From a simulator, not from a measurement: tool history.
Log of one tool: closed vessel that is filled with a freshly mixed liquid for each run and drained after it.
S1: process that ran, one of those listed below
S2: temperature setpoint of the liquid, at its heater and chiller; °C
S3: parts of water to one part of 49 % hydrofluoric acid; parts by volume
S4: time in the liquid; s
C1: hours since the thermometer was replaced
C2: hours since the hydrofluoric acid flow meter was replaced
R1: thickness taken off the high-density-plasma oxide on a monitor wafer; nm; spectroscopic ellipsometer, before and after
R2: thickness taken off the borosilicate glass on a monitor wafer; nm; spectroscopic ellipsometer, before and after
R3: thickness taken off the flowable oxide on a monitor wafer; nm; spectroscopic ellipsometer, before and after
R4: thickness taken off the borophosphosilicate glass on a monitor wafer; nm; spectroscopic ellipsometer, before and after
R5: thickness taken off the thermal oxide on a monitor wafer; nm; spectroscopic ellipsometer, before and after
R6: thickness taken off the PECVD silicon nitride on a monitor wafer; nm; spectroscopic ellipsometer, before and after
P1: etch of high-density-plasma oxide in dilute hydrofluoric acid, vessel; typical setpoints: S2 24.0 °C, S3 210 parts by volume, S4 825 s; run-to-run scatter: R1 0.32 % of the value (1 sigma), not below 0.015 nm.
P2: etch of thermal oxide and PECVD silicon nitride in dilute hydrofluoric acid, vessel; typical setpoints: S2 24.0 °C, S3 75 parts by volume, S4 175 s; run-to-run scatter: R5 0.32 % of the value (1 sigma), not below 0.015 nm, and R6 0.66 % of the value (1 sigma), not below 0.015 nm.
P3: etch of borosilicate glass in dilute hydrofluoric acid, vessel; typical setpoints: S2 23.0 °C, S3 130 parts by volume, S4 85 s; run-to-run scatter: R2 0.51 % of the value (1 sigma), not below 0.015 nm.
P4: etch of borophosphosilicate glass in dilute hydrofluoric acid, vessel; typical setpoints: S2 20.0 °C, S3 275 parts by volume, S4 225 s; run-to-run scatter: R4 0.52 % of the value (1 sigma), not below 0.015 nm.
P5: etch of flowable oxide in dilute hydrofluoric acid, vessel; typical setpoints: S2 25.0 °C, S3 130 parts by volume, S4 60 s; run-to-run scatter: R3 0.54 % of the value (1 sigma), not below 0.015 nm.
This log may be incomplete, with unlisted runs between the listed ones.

run,hour,S1,S2,S3,S4,C1,C2,R1,R2,R3,R4,R5,R6
1,10.8,P1,24.0,210,825,910.7,1313.5,27.8460,,,,,
2,23.8,P3,23.0,130,30,923.7,1326.5,,4.6306,,,,
3,31.4,P1,24.0,210,825,931.3,1334.1,27.8980,,,,,
4,44.2,P5,25.0,210,60,944.1,1346.9,,,9.2267,,,
5,53.1,P4,17.0,275,225,953.0,1355.8,,,,15.3550,,
# hour 59.0: hydrofluoric acid flow meter replaced
6,59.6,P1,24.0,210,260,959.5,0.7,8.8126,,,,,
7,72.7,P1,24.0,210,1490,972.6,13.8,50.5560,,,,,
8,82.7,P4,20.0,275,225,982.6,23.8,,,,17.1990,,
9,89.1,P1,30.5,210,825,989.0,30.2,35.2200,,,,,
10,95.4,P1,24.0,210,825,995.3,36.5,27.8850,,,,,
11,107.0,P5,25.0,130,60,1006.9,48.1,,,16.4200,,,
12,119.3,P1,24.0,210,825,1019.2,60.4,27.9430,,,,,
13,128.0,P1,17.0,210,825,1027.9,69.1,21.3330,,,,,
14,133.8,P2,24.0,75,175,1033.7,74.9,,,,,11.4520,3.96200
15,142.3,P2,24.0,40,175,1042.2,83.4,,,,,22.4400,7.26860
16,148.5,P4,20.0,140,225,1048.4,89.6,,,,38.6900,,
17,157.2,P4,20.0,275,90,1057.1,98.3,,,,6.9022,,
18,170.3,P2,30.5,75,175,1070.2,111.4,,,,,14.7180,6.04560
19,177.5,P2,24.0,75,30,1077.4,118.6,,,,,1.9494,0.70154
20,184.4,P1,24.0,65,825,1084.3,125.5,106.7400,,,,,
21,193.1,P3,23.0,130,85,1093.0,134.2,,13.0060,,,,
22,199.4,P1,24.0,210,825,1099.3,140.5,27.9340,,,,,
23,206.0,P3,17.0,130,85,1105.9,147.1,,10.1730,,,,
24,214.7,P5,29.5,130,60,1114.6,155.8,,,19.2520,,,
25,225.1,P3,23.0,25,85,1125.0,166.2,,76.9050,,,,
26,235.3,P1,19.0,370,825,1135.2,176.4,11.3690,,,,,
27,242.5,P1,31.5,80,825,1142.4,183.6,114.2700,,,,,
28,253.9,P5,25.0,130,110,1153.8,195.0,,,30.0940,,,
29,266.1,P1,24.0,350,825,1166.0,207.2,14.5450,,,,,
30,272.3,P1,24.0,210,825,1172.2,213.4,27.8030,,,,,
31,285.4,P1,24.0,210,825,1185.3,226.5,26.9920,,,,,
32,297.8,P1,24.0,210,825,1197.7,238.9,26.4750,,,,,
33,308.1,P1,24.0,210,825,1208.0,249.2,26.1530,,,,,
34,313.8,P1,24.0,210,825,1213.7,254.9,25.9900,,,,,
35,326.7,P1,24.0,210,825,1226.6,267.8,25.8230,,,,,
36,334.0,P1,24.0,210,825,1233.9,275.1,25.8580,,,,,
37,343.1,P1,24.0,210,825,1243.0,284.2,25.8750,,,,,
38,352.7,P1,24.0,210,825,1252.6,293.8,25.7080,,,,,
39,361.7,P1,24.0,210,825,1261.6,302.8,25.7120,,,,,
40,373.2,P1,24.0,210,825,1273.1,314.3,25.7070,,,,,
41,385.1,P1,24.0,210,825,1285.0,326.2,25.6830,,,,,

Compared with where it was, what P1 gives has crept away. Each cause listed below fits the log as well as the rest, at the size given for it:
A: liquid colder than its thermometer reads (K) = 2.27
B: hydrofluoric acid flow below the setpoint (%) = 6.63
The drift started at roughly hour 272.3.

Question marks stand in for the results of the 4 check runs listed below, each run on one wafer. Under which run would the listed causes show clearly different results?
check 1,397.0,P2,24.0,75,175,,,,,,,?,?
check 2,397.0,P4,20.0,275,225,,,,,,?,,
check 3,397.0,P3,23.0,130,85,,,,?,,,,
check 4,397.0,P5,25.0,130,60,,,,,?,,,

Expected result of each check under each candidate cause:
check,result,if A,if B
check 1,R5,10.4190,10.5990
check 1,R6,3.39230,3.69340
check 2,R4,15.7950,15.7780
check 3,R2,11.8930,12.0210
check 4,R3,14.9820,15.1100
Minimum pairwise separation of causes per check, each pair taken at its best-separating result: check 1 8.5 %; check 2 0.11 %; check 3 1.07 %; check 4 0.85 %
Check 1 is the one run that separates the causes; every other check would come out nearly the same whichever cause is at work.

Check 1 was then run and gave: R5 10.5850 nm; R6 3.65430 nm. Which cause is it?

The cause is B: hydrofluoric acid flow below the setpoint (%).
